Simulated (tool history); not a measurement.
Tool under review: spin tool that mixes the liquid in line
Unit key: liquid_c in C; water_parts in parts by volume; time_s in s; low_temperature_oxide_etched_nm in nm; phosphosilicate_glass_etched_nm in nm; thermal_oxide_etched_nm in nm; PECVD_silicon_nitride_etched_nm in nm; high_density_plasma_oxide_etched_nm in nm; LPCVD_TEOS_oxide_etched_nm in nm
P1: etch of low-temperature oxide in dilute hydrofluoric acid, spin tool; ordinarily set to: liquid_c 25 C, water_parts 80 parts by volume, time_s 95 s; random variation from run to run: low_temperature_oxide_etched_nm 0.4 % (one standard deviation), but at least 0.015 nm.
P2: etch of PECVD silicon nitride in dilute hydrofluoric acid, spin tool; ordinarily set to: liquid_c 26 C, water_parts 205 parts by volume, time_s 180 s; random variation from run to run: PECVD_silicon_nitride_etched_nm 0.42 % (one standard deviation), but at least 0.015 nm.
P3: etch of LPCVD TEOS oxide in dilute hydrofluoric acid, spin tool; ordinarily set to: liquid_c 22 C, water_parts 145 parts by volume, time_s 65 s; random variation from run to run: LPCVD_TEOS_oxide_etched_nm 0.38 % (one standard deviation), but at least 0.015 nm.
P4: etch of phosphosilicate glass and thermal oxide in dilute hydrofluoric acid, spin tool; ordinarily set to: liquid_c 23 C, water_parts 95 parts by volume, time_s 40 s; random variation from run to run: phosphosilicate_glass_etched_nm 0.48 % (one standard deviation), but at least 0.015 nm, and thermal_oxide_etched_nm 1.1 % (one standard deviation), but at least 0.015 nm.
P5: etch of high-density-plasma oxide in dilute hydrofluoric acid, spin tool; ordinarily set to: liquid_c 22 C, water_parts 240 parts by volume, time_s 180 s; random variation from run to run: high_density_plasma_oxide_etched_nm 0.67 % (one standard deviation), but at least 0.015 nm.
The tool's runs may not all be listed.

run	hour	process	liquid_c	water_parts	time_s	low_temperature_oxide_etched_nm	phosphosilicate_glass_etched_nm	thermal_oxide_etched_nm	PECVD_silicon_nitride_etched_nm	high_density_plasma_oxide_etched_nm	LPCVD_TEOS_oxide_etched_nm
1	10.7	P1	25	80	95	13.728					
2	26.5	P4	23	135	40		23.133	1.2626			
3	43.1	P2	26	110	180				10.639		
4	54.3	P2	26	205	180				5.6848		
5	61.6	P2	26	205	180				5.6102		
6	70.4	P1	25	35	95	33.438					
7	81.8	P1	20.5	80	95	11.457					
8	95	P5	22	240	180					3.9643	
9	108.7	P4	23	95	40		34.32	1.8642			
10	121.6	P1	32.5	80	95	18.312					
11	131.5	P1	25	80	25	3.6068					
12	141.4	P1	25	110	95	9.5908					
13	153.8	P3	22	85	65						14.693
14	165.4	P3	22	145	65						8.0029
15	174.9	P4	29.5	95	40		44.341	2.3452			
16	186.4	P1	25	80	95	13.716					
17	201.3	P1	21	115	95	7.8246					
18	209.6	P5	22	240	45					0.99237	
19	219.4	P5	17	240	180					3.2929	
20	235.1	P3	22	145	65						8.0983
21	247.9	P5	22	420	180					1.9335	
22	260	P1	25	80	95	13.728					
23	271.7	P2	26	205	30				0.96348		
24	283.3	P4	23	95	40		34.377	1.8305			
25	295.7	P2	22	205	180				4.3933		
26	303.1	P4	23	95	65		56.458	3.0147			
27	316	P3	17	145	65						6.6124
28	324.1	P1	25	80	95	13.754					
29	333.4	P3	22	145	130						16.139
30	345.4	P1	25	80	150	21.527					
31	361.3	P1	25	80	95	13.711					
32	377.1	P1	25	80	95	14.068					
33	389.8	P1	25	80	95	14.289					
34	397.7	P1	25	80	95	14.365					
35	407.1	P1	25	80	95	14.438					
36	420.4	P1	25	80	95	14.453					
37	427.8	P1	25	80	95	14.59					
38	437.4	P1	25	80	95	14.535					
39	449	P1	25	80	95	14.606					
40	465.9	P1	25	80	95	14.635					
41	481	P1	25	80	95	14.683					
42	491.9	P1	25	80	95	14.54					

What P1 gives has crept away from where it was. These 2 causes fit the log equally well, each at the size given:
A: hydrofluoric acid flow above the setpoint (%) = 6.01
B: liquid hotter than its thermometer reads (K) = 1.63
The onset of the drift is placed at about hour 361.3.

4 check runs are offered, one wafer each, their results left as question marks. Which one tells the causes apart?
check 1	502.8	P3	22	145	65						?
check 2	502.8	P2	26	205	180				?		
check 3	502.8	P5	22	240	180					?	
check 4	502.8	P4	23	95	40		?	?			

What each check would give under each cause:
check	result	if A	if B
check 1	LPCVD_TEOS_oxide_etched_nm	8.6216	8.5858
check 2	PECVD_silicon_nitride_etched_nm	6.0245	6.2822
check 3	high_density_plasma_oxide_etched_nm	4.2901	4.2374
check 4	phosphosilicate_glass_etched_nm	36.93	36.929
check 4	thermal_oxide_etched_nm	1.9879	1.9878
Per-check spread between the two closest causes, in the result where they differ most: check 1 0.42 %; check 2 4.19 %; check 3 1.23 %; check 4 0 %
The other checks would show nearly matching results whichever cause is true, so check 2 is the only one that separates the causes.

Check 2 was carried out, with these results: PECVD_silicon_nitride_etched_nm 6.0299 nm. Which of the listed causes is responsible?

It was cause A: hydrofluoric acid flow above the setpoint (%).
